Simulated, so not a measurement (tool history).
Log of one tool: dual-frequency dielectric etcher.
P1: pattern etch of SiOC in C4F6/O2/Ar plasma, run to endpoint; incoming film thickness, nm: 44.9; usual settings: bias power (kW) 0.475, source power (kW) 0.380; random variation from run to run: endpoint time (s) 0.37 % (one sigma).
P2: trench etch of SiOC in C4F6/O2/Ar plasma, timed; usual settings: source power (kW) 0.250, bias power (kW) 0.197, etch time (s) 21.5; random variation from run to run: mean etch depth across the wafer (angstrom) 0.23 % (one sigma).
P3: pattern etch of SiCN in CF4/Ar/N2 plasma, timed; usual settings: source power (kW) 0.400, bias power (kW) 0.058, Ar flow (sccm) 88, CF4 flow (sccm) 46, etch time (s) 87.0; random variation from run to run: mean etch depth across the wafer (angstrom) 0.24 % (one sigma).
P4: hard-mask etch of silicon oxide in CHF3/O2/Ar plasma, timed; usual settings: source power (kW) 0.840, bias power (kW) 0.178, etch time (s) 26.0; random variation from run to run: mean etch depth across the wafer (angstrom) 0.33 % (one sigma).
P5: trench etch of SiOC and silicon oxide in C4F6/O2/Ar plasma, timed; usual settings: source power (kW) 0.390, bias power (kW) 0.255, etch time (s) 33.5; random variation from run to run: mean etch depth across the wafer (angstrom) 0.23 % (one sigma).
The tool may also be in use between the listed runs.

run	hour	process that ran	bias power (kW)	source power (kW)	etch time (s)	Ar flow (sccm)	CF4 flow (sccm)	hours since the last wet clean	hours since the last bias power generator calibration	hours since the last source power generator calibration	endpoint time (s)	mean etch depth across the wafer (angstrom)
1	7.6	P1	0.475	0.380				122.4	1649.9	1306.8	15.754	
2	22.7	P4	0.178	0.840	26.0			137.5	1665.0	1321.9		593.63
3	38.2	P5	0.255	0.550	33.5			153.0	1680.5	1337.4		823.00
4	53.4	P4	0.178	0.840	37.0			168.2	1695.7	1352.6		842.18
5	67.7	P4	0.178	1.070	26.0			182.5	1710.0	1366.9		649.19
6	83.9	P4	0.178	0.840	26.0			198.7	1726.2	1383.1		590.36
# hour 93.5: wet clean of the chamber
7	98.9	P2	0.134	0.250	21.5			5.4	1741.2	1398.1		349.78
8	112.5	P1	0.364	0.380				19.0	1754.8	1411.7	17.308	
9	126.4	P5	0.359	0.390	33.5			32.9	1768.7	1425.6		815.80
10	139.3	P1	0.634	0.510				45.8	1781.6	1438.5	12.700	
11	151.4	P5	0.255	0.390	33.5			57.9	1793.7	1450.6		722.66
12	167.5	P1	0.475	0.380				74.0	1809.8	1466.7	15.851	
13	175.1	P1	0.475	0.380				81.6	1817.4	1474.3	15.823	
14	188.9	P3	0.074	0.400	87.0	88	46	95.4	1831.2	1488.1		653.00
15	205.7	P3	0.058	0.400	66.0	88	46	112.2	1848.0	1504.9		455.35
16	221.2	P3	0.058	0.400	87.0	88	46	127.7	1863.5	1520.4		599.21
17	233.2	P3	0.058	0.490	87.0	88	46	139.7	1875.5	1532.4		714.52
18	250.1	P4	0.136	0.840	26.0			156.6	1892.4	1549.3		541.25
19	262.1	P2	0.197	0.250	12.0			168.6	1904.4	1561.3		220.80
20	273.9	P2	0.197	0.250	21.5			180.4	1916.2	1573.1		395.63
21	289.1	P1	0.475	0.380				195.6	1931.4	1588.3	15.902	
22	302.3	P1	0.475	0.460				208.8	1944.6	1601.5	14.638	
23	318.6	P3	0.058	0.400	87.0	88	46	225.1	1960.9	1617.8		598.44
24	333.4	P1	0.589	0.380				239.9	1975.7	1632.6	14.500	
25	342.6	P2	0.197	0.200	21.5			249.1	1984.9	1641.8		363.57
26	355.2	P1	0.475	0.380				261.7	1997.5	1654.4	15.861	
27	366.6	P1	0.475	0.240				273.1	2008.9	1665.8	18.626	
28	376.6	P5	0.255	0.390	18.5			283.1	2018.9	1675.8		400.44
29	385.6	P5	0.255	0.390	33.5			292.1	2027.9	1684.8		723.41
30	400.9	P3	0.058	0.400	87.0	88	31	307.4	2043.2	1700.1		558.65
31	412.7	P3	0.058	0.400	87.0	110	46	319.2	2055.0	1711.9		581.13
32	422.7	P1	0.475	0.380				329.2	2065.0	1721.9	15.735	
33	432.5	P1	0.475	0.380				339.0	2074.8	1731.7	15.834	
34	442.7	P1	0.475	0.380				349.2	2085.0	1741.9	15.921	
35	455.6	P1	0.475	0.380				362.1	2097.9	1754.8	16.021	
36	464.8	P1	0.475	0.380				371.3	2107.1	1764.0	15.976	
# hour 468.1: wet clean of the chamber
37	474.7	P1	0.475	0.380				6.6	2117.0	1773.9	16.088	
38	484.7	P1	0.475	0.380				16.6	2127.0	1783.9	15.966	
39	492.1	P1	0.475	0.380				24.0	2134.4	1791.3	15.974	
40	505.5	P1	0.475	0.380				37.4	2147.8	1804.7	16.170	

What P1 gives has crept away from where it was. These 2 causes fit the log equally well, each at the size given:
A: bias power that arrives under what is set, % = 4.82
B: source power that arrives under what is set, % = 4.83
The creep began at about hour 422.7.
Why every other cause is out:
chamber walls in a state that lowers the etch rate, %: serviced at hour 468.1, which brought nothing back

4 check runs are offered, one wafer each, their results left as question marks. Which one tells the causes apart?
check 1	518.9	P3	0.058	0.400	87.0	88	46					?
check 2	518.9	P4	0.178	0.840	26.0							?
check 3	518.9	P5	0.255	0.390	33.5							?
check 4	518.9	P2	0.197	0.250	21.5							?

What each check would give under each cause:
check	result	if A	if B
check 1	mean etch depth across the wafer (angstrom)	590.06	574.82
check 2	mean etch depth across the wafer (angstrom)	580.67	578.94
check 3	mean etch depth across the wafer (angstrom)	711.11	709.58
check 4	mean etch depth across the wafer (angstrom)	389.25	388.25
How far apart the two closest causes lie, in the result that separates them most: check 1 2.62 %; check 2 0.3 %; check 3 0.21 %; check 4 0.26 %
Check 1 tells the causes apart: in the others they would give nearly the same result.

Then check 1 was run and gave: mean etch depth across the wafer (angstrom) 589.95. Which cause is it?

It is A: bias power that arrives under what is set, %.
